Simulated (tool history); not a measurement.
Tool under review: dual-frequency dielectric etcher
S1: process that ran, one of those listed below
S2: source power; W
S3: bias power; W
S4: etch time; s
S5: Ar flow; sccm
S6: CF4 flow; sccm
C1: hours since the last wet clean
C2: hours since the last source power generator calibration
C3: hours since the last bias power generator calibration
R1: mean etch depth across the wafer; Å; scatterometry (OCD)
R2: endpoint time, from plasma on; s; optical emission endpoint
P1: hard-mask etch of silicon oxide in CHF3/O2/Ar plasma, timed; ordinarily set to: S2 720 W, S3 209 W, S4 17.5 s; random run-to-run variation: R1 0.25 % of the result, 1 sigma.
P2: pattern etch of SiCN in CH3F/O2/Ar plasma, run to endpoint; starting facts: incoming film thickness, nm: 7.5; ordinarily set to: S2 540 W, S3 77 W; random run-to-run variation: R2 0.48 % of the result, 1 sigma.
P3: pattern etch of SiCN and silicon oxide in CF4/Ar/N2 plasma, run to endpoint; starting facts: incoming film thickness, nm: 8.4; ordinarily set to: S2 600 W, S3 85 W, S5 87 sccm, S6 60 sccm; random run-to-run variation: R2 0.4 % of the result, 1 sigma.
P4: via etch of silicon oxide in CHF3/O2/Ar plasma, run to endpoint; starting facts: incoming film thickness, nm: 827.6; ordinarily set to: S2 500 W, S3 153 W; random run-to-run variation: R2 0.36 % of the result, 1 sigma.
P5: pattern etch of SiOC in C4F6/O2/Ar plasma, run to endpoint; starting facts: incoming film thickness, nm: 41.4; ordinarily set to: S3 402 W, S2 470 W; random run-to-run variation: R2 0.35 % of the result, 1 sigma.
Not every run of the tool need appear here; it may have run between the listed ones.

run   hour  S1    S2   S3    S4   S5  S6     C1      C2     C3      R1      R2
  1    8.6  P1   720  209  17.5            56.3  1073.5  522.4  375.22
  2   18.4  P1   590  209  17.5            66.1  1083.3  532.2  348.23
  3   31.8  P4   330  153                  79.5  1096.7  545.6          535.81
  4   42.4  P1   720  209  17.5            90.1  1107.3  556.2  374.41
  5   54.6  P1   990  131  17.5           102.3  1119.5  568.4  365.22
  6   62.2  P2   360   77                 109.9  1127.1    576          19.112
  7   68.4  P5   470  402                 116.1  1133.3  582.2          14.298
  8     82  P5   470  402                 129.7  1146.9  595.8          14.359
  9   89.1  P1   720  209  17.5           136.8    1154  602.9  374.13
 10  101.5  P1   720  209    10           149.2  1166.4  615.3  214.97
 11  110.9  P1   720  209  17.5           158.6  1175.8  624.7  375.56
 12  119.7  P5   660  402                 167.4  1184.6  633.5          12.629
 13  129.8  P1   720  296  17.5           177.5  1194.7  643.6   422.6
 14  137.6  P3   600   85         87  60  185.3  1202.5  651.4          7.4257
 15  145.5  P1  1010  209  17.5           193.2  1210.4  659.3  424.59
 16  151.9  P1   720  123  17.5           199.6  1216.8  665.7  314.18
 17  164.6  P1   460  209  24.5           212.3  1229.5  678.4  441.38
 18  173.5  P3   600   85        112  60  221.2  1238.4  687.3          7.7455
 19  180.5  P4   500  208                 228.2  1245.4  694.3          413.69
 20  190.7  P2   540   77                 238.4  1255.6  704.5          16.465
 21  202.3  P5   470  548                   250  1267.2  716.1          12.782
 22  214.6  P3   600   85         87  38  262.3  1279.5  728.4          7.9979
 23  226.4  P2   540   59                 274.1  1291.3  740.2          18.057
 24  240.1  P3   600  112         87  60  287.8    1305  753.9          6.7491
 25  250.1  P3   780   85         87  60  297.8    1315  763.9          5.9385
 26  260.4  P1   720  209  17.5           308.1  1325.3  774.2  372.42
 27  272.7  P1   720  209  17.5           320.4  1337.6  786.5  373.99
 28  280.7  P4   500  153                 328.4  1345.6  794.5           459.7
 29  287.7  P1   720  209  23.5           335.4  1352.6  801.5  502.31
 30  293.9  P1   720  209  17.5           341.6  1358.8  807.7  375.81
 31  301.7  P1   720  209  17.5           349.4  1366.6  815.5  372.51
 32  310.1  P1   720  209  17.5           357.8    1375  823.9  372.28
 33  323.4  P1   720  209  17.5           371.1  1388.3  837.2  370.69
 34  335.9  P1   720  209  17.5           383.6  1400.8  849.7  370.37
     339.7  -- wet clean of the chamber
 35  347.7  P1   720  209  17.5             8.1  1412.6  861.5  367.77
 36  360.6  P1   720  209  17.5              21  1425.5  874.4  369.49
 37  367.2  P1   720  209  17.5            27.6  1432.1    881  368.33

Compared with where it was, what P1 gives has crept away. Each cause listed below fits the log as well as the rest, at the size given for it:
A: source power that arrives under what is set, % = 4.22
B: bias power that arrives under what is set, % = 4.71
The creep began at about hour 293.9.
The rest of the possible causes, and what rules out each one:
chamber walls in a state that lowers the etch rate, %: serviced after onset, at hour 339.7, with no recovery of the prior output

You are offered 4 check runs, listed below with question marks in place of their results; each one averages 2 wafers. Which run separates the listed causes by giving clearly different results for each?
check 1  373.8  P4  360  190                               ?
check 2  373.8  P5  650  467                               ?
check 3  373.8  P2  540   64                               ?
check 4  373.8  P3  720   85      87  44                   ?

What each check would give under each cause:
  check  result    if A    if B
check 1      R2  490.84  491.14
check 2      R2  12.239  12.254
check 3      R2  17.754  17.748
check 4      R2  6.9345  6.7922
Per-check spread between the two closest causes, in the result where they differ most: check 1 0.06 %; check 2 0.12 %; check 3 0.03 %; check 4 2.07 %
Check 4 is the one run that separates the causes; every other check would come out nearly the same whichever cause is at work.

Then check 4 was run and gave: R2 6.7917 s. Which cause is it?

It was cause B: bias power that arrives under what is set, %.

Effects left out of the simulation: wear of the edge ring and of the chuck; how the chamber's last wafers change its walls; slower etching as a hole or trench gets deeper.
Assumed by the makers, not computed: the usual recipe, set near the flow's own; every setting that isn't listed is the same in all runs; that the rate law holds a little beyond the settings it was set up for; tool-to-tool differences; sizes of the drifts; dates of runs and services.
